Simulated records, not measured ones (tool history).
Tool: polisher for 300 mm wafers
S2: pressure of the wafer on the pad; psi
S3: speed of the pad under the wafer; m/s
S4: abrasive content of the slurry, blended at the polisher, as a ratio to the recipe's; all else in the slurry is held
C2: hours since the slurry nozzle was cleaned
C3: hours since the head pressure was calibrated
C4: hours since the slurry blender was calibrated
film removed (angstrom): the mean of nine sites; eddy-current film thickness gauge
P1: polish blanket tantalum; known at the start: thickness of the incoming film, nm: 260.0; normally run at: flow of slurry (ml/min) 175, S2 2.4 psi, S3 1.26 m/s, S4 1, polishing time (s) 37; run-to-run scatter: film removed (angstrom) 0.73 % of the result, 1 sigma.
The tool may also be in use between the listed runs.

Run 1, day 0.233: flow of slurry (ml/min) 175, S2 2.4 psi, S3 1.26 m/s, S4 1, polishing time (s) 37; wafers polished on this pad 396; C2 375.4; C3 215.1; C4 62. Result: film removed (angstrom) 807.32.
Run 2, day 0.362: flow of slurry (ml/min) 175, S2 2.4 psi, S3 0.76 m/s, S4 1, polishing time (s) 37; wafers polished on this pad 428; C2 378.5; C3 218.2; C4 65.1. Result: film removed (angstrom) 483.76.
Run 3, day 0.496: flow of slurry (ml/min) 175, S2 2.4 psi, S3 1.26 m/s, S4 1, polishing time (s) 37; wafers polished on this pad 461; C2 381.7; C3 221.4; C4 68.3. Result: film removed (angstrom) 806.75.
Run 4, day 0.683: flow of slurry (ml/min) 260, S2 2.4 psi, S3 1.26 m/s, S4 1, polishing time (s) 37; wafers polished on this pad 508; C2 386.2; C3 225.9; C4 72.8. Result: film removed (angstrom) 847.95.
Run 5, day 0.958: flow of slurry (ml/min) 175, S2 3.2 psi, S3 1.26 m/s, S4 1, polishing time (s) 47; wafers polished on this pad 576; C2 392.8; C3 232.5; C4 79.4. Result: film removed (angstrom) 1338.4.
Run 6, day 1.175: flow of slurry (ml/min) 175, S2 3.3 psi, S3 1.26 m/s, S4 0.65, polishing time (s) 37; wafers polished on this pad 629; C2 398; C3 237.7; C4 84.6. Result: film removed (angstrom) 945.16.
Run 7, day 1.375: flow of slurry (ml/min) 175, S2 2.4 psi, S3 2 m/s, S4 1, polishing time (s) 37; wafers polished on this pad 679; C2 402.8; C3 242.5; C4 89.4. Result: film removed (angstrom) 1286.7.
Run 8, day 1.567: flow of slurry (ml/min) 175, S2 1.1 psi, S3 1.26 m/s, S4 1, polishing time (s) 37; wafers polished on this pad 726; C2 407.4; C3 247.1; C4 94. Result: film removed (angstrom) 372.2.
Run 9, day 1.692: flow of slurry (ml/min) 175, S2 2.4 psi, S3 1.26 m/s, S4 1, polishing time (s) 37; wafers polished on this pad 757; C2 410.4; C3 250.1; C4 97. Result: film removed (angstrom) 798.26.
Run 10, day 1.958: flow of slurry (ml/min) 175, S2 2.4 psi, S3 1.26 m/s, S4 1, polishing time (s) 18; wafers polished on this pad 823; C2 416.8; C3 256.5; C4 103.4. Result: film removed (angstrom) 390.96.
At day 2.008: head pressure recalibrated.
Run 11, day 2.208: flow of slurry (ml/min) 175, S2 2.4 psi, S3 1.26 m/s, S4 1, polishing time (s) 37; wafers polished on this pad 885; C2 422.8; C3 4.8; C4 109.4. Result: film removed (angstrom) 800.54.
At day 2.308: slurry blender recalibrated.
Run 12, day 2.442: flow of slurry (ml/min) 175, S2 2.4 psi, S3 1.26 m/s, S4 0.7, polishing time (s) 37; wafers polished on this pad 943; C2 428.4; C3 10.4; C4 3.3. Result: film removed (angstrom) 715.27.
Run 13, day 2.658: flow of slurry (ml/min) 175, S2 2.4 psi, S3 1.26 m/s, S4 1.5, polishing time (s) 37; wafers polished on this pad 996; C2 433.6; C3 15.6; C4 8.5. Result: film removed (angstrom) 893.14.
Run 14, day 2.792: flow of slurry (ml/min) 175, S2 2.4 psi, S3 1.26 m/s, S4 1, polishing time (s) 37; wafers polished on this pad 1029; C2 436.8; C3 18.8; C4 11.7. Result: film removed (angstrom) 798.78.
Run 15, day 2.917: flow of slurry (ml/min) 175, S2 3.1 psi, S3 1.26 m/s, S4 1, polishing time (s) 37; wafers polished on this pad 1060; C2 439.8; C3 21.8; C4 14.7. Result: film removed (angstrom) 1034.1.
Run 16, day 3.058: flow of slurry (ml/min) 175, S2 2.4 psi, S3 1.26 m/s, S4 1, polishing time (s) 59; wafers polished on this pad 1095; C2 443.2; C3 25.2; C4 18.1. Result: film removed (angstrom) 1281.3.
Run 17, day 3.317: flow of slurry (ml/min) 105, S2 2.4 psi, S3 1.26 m/s, S4 1, polishing time (s) 37; wafers polished on this pad 1159; C2 449.4; C3 31.4; C4 24.3. Result: film removed (angstrom) 736.38.
Run 18, day 3.596: flow of slurry (ml/min) 175, S2 2.4 psi, S3 1.26 m/s, S4 1, polishing time (s) 37; wafers polished on this pad 1228; C2 456.1; C3 38.1; C4 31. Result: film removed (angstrom) 806.38.

The next listed run, before its measurement:
Run 19, day 3.771: flow of slurry (ml/min) 175, S2 2.4 psi, S3 1.26 m/s, S4 1, polishing time (s) 37; wafers polished on this pad 1271; C2 460.3; C3 42.3; C4 35.2. Result: film removed (angstrom) ?.

film removed (angstrom): 768.72
